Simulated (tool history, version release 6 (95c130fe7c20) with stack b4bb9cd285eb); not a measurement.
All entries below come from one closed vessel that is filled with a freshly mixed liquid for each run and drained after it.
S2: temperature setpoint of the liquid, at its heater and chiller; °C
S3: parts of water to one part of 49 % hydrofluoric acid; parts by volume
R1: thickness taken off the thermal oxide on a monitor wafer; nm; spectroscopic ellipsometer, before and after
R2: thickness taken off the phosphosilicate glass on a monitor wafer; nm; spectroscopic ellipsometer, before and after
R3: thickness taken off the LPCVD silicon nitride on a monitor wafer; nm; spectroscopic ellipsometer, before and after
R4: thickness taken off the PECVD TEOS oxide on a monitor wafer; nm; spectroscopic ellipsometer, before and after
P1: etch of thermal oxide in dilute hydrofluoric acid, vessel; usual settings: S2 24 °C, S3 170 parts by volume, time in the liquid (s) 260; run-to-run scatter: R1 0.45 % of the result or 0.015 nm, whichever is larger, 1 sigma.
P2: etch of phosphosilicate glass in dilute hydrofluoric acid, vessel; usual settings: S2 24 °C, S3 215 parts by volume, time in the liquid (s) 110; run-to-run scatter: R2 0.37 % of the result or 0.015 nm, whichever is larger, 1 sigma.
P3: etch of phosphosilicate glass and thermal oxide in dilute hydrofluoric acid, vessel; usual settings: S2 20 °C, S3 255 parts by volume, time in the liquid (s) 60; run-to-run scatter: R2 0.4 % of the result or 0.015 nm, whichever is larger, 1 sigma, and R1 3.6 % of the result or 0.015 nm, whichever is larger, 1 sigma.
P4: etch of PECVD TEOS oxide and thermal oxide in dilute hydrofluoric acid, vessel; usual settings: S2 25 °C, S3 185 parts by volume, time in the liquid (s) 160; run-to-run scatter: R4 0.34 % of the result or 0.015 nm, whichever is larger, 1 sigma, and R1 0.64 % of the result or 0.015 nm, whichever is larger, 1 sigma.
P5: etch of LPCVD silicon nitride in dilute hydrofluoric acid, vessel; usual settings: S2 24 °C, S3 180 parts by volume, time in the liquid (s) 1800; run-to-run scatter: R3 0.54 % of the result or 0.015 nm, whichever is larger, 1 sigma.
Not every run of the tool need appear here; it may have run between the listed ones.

Run 1, day 0.208: process that ran P1, S2 24 °C, S3 170 parts by volume, time in the liquid (s) 260. Result: R1 6.662 nm.
Run 2, day 0.5: process that ran P2, S2 24 °C, S3 385 parts by volume, time in the liquid (s) 110. Result: R2 18.379 nm.
Run 3, day 0.725: process that ran P5, S2 29.5 °C, S3 180 parts by volume, time in the liquid (s) 1800. Result: R3 7.472 nm.
Run 4, day 0.975: process that ran P3, S2 17 °C, S3 255 parts by volume, time in the liquid (s) 60. Result: R1 0.66197 nm, R2 9.173 nm.
Run 5, day 1.154: process that ran P2, S2 24 °C, S3 215 parts by volume, time in the liquid (s) 30. Result: R2 10.611 nm.
Run 6, day 1.392: process that ran P5, S2 24 °C, S3 180 parts by volume, time in the liquid (s) 1800. Result: R3 5.2402 nm.
Run 7, day 1.646: process that ran P5, S2 24 °C, S3 90 parts by volume, time in the liquid (s) 1800. Result: R3 10.504 nm.
At day 1.908: hydrofluoric acid flow meter replaced.
Run 8, day 1.912: process that ran P1, S2 24 °C, S3 60 parts by volume, time in the liquid (s) 260. Result: R1 21.34 nm.
Run 9, day 2.196: process that ran P2, S2 30 °C, S3 215 parts by volume, time in the liquid (s) 110. Result: R2 47.939 nm.
Run 10, day 2.379: process that ran P4, S2 25 °C, S3 185 parts by volume, time in the liquid (s) 160. Result: R1 3.7145 nm, R4 20.449 nm.
Run 11, day 2.592: process that ran P1, S2 24 °C, S3 170 parts by volume, time in the liquid (s) 260. Result: R1 6.6615 nm.
Run 12, day 2.779: process that ran P1, S2 24 °C, S3 170 parts by volume, time in the liquid (s) 260. Result: R1 6.7093 nm.
Run 13, day 2.938: process that ran P5, S2 24 °C, S3 180 parts by volume, time in the liquid (s) 690. Result: R3 2.0138 nm.
Run 14, day 3.225: process that ran P4, S2 25 °C, S3 185 parts by volume, time in the liquid (s) 50. Result: R1 1.1794 nm, R4 6.4056 nm.
At day 3.279: thermometer replaced.
Run 15, day 3.438: process that ran P1, S2 24 °C, S3 170 parts by volume, time in the liquid (s) 105. Result: R1 2.6817 nm.
Run 16, day 3.688: process that ran P1, S2 24 °C, S3 170 parts by volume, time in the liquid (s) 480. Result: R1 12.33 nm.
Run 17, day 3.992: process that ran P1, S2 30 °C, S3 170 parts by volume, time in the liquid (s) 260. Result: R1 8.2428 nm.
Run 18, day 4.246: process that ran P1, S2 24 °C, S3 170 parts by volume, time in the liquid (s) 260. Result: R1 6.6335 nm.
Run 19, day 4.475: process that ran P3, S2 20 °C, S3 255 parts by volume, time in the liquid (s) 115. Result: R1 1.4811 nm, R2 19.604 nm.
Run 20, day 4.683: process that ran P1, S2 24 °C, S3 295 parts by volume, time in the liquid (s) 370. Result: R1 4.8197 nm.
Run 21, day 4.892: process that ran P4, S2 25 °C, S3 85 parts by volume, time in the liquid (s) 160. Result: R1 9.1825 nm, R4 49.728 nm.
Run 22, day 5.188: process that ran P1, S2 17 °C, S3 170 parts by volume, time in the liquid (s) 260. Result: R1 5.0832 nm.
Run 23, day 5.329: process that ran P1, S2 24 °C, S3 170 parts by volume, time in the liquid (s) 260. Result: R1 6.7279 nm.
Run 24, day 5.462: process that ran P1, S2 24 °C, S3 170 parts by volume, time in the liquid (s) 260. Result: R1 6.6776 nm.
Run 25, day 5.621: process that ran P4, S2 18 °C, S3 185 parts by volume, time in the liquid (s) 160. Result: R1 2.852 nm, R4 15.647 nm.
Run 26, day 5.767: process that ran P1, S2 24 °C, S3 260 parts by volume, time in the liquid (s) 260. Result: R1 3.9229 nm.
Run 27, day 5.908: process that ran P3, S2 20 °C, S3 150 parts by volume, time in the liquid (s) 60. Result: R1 1.4882 nm, R2 19.407 nm.
Run 28, day 6.2: process that ran P3, S2 20 °C, S3 255 parts by volume, time in the liquid (s) 60. Result: R1 0.75787 nm, R2 10.23 nm.
Run 29, day 6.492: process that ran P3, S2 20 °C, S3 255 parts by volume, time in the liquid (s) 60. Result: R1 0.71117 nm, R2 10.288 nm.
Run 30, day 6.775: process that ran P2, S2 24 °C, S3 215 parts by volume, time in the liquid (s) 110. Result: R2 38.843 nm.
Run 31, day 6.975: process that ran P1, S2 24 °C, S3 110 parts by volume, time in the liquid (s) 395. Result: R1 16.696 nm.
Run 32, day 7.246: process that ran P1, S2 24 °C, S3 170 parts by volume, time in the liquid (s) 260. Result: R1 6.572 nm.
Run 33, day 7.529: process that ran P1, S2 24 °C, S3 170 parts by volume, time in the liquid (s) 260. Result: R1 6.3715 nm.
Run 34, day 7.712: process that ran P1, S2 24 °C, S3 170 parts by volume, time in the liquid (s) 260. Result: R1 6.2646 nm.
Run 35, day 7.996: process that ran P1, S2 24 °C, S3 170 parts by volume, time in the liquid (s) 260. Result: R1 6.1299 nm.
Run 36, day 8.279: process that ran P1, S2 24 °C, S3 170 parts by volume, time in the liquid (s) 260. Result: R1 6.1231 nm.
Run 37, day 8.542: process that ran P1, S2 24 °C, S3 170 parts by volume, time in the liquid (s) 260. Result: R1 6.1105 nm.
Run 38, day 8.783: process that ran P1, S2 24 °C, S3 170 parts by volume, time in the liquid (s) 260. Result: R1 6.0899 nm.

What P1 gives has crept away from where it was. These 2 causes fit the log equally well, each at the size given:
A: hydrofluoric acid flow below the setpoint (%) = 7.09
B: liquid colder than its thermometer reads (K) = 2.31
Onset of the creep was near day 7.246.

Below are 4 check runs, each on a single wafer, with their results shown as question marks. Which of them would tell the listed causes apart, meaning the causes would give clearly different results under it?
Run check 1, day 9.025: process that ran P4, S2 25 °C, S3 185 parts by volume, time in the liquid (s) 160. Result: R1 ?, R4 ?.
Run check 2, day 9.025: process that ran P3, S2 20 °C, S3 255 parts by volume, time in the liquid (s) 60. Result: R1 ?, R2 ?.
Run check 3, day 9.025: process that ran P5, S2 24 °C, S3 180 parts by volume, time in the liquid (s) 1800. Result: R3 ?.
Run check 4, day 9.025: process that ran P2, S2 24 °C, S3 215 parts by volume, time in the liquid (s) 110. Result: R2 ?.

Expected result of each check under each candidate cause:
  check  result    if A     if B
check 1      R1  3.4048   3.4145
check 1      R4  18.658   18.712
check 2      R1  0.7025  0.70521
check 2      R2  9.3537   9.3897
check 3      R3  4.9098   4.5507
check 4      R2   35.54   35.722
Distance between the nearest two causes, measured in the result of the check that separates them most: check 1 0.28 %; check 2 0.38 %; check 3 7.6 %; check 4 0.51 %
The causes can be told apart only by check 3. The other checks would give nearly the same results under each of them.

With check 3 done, the readings were: R3 4.5436 nm. Identify which of the listed causes applies.

The cause is B: liquid colder than its thermometer reads (K).
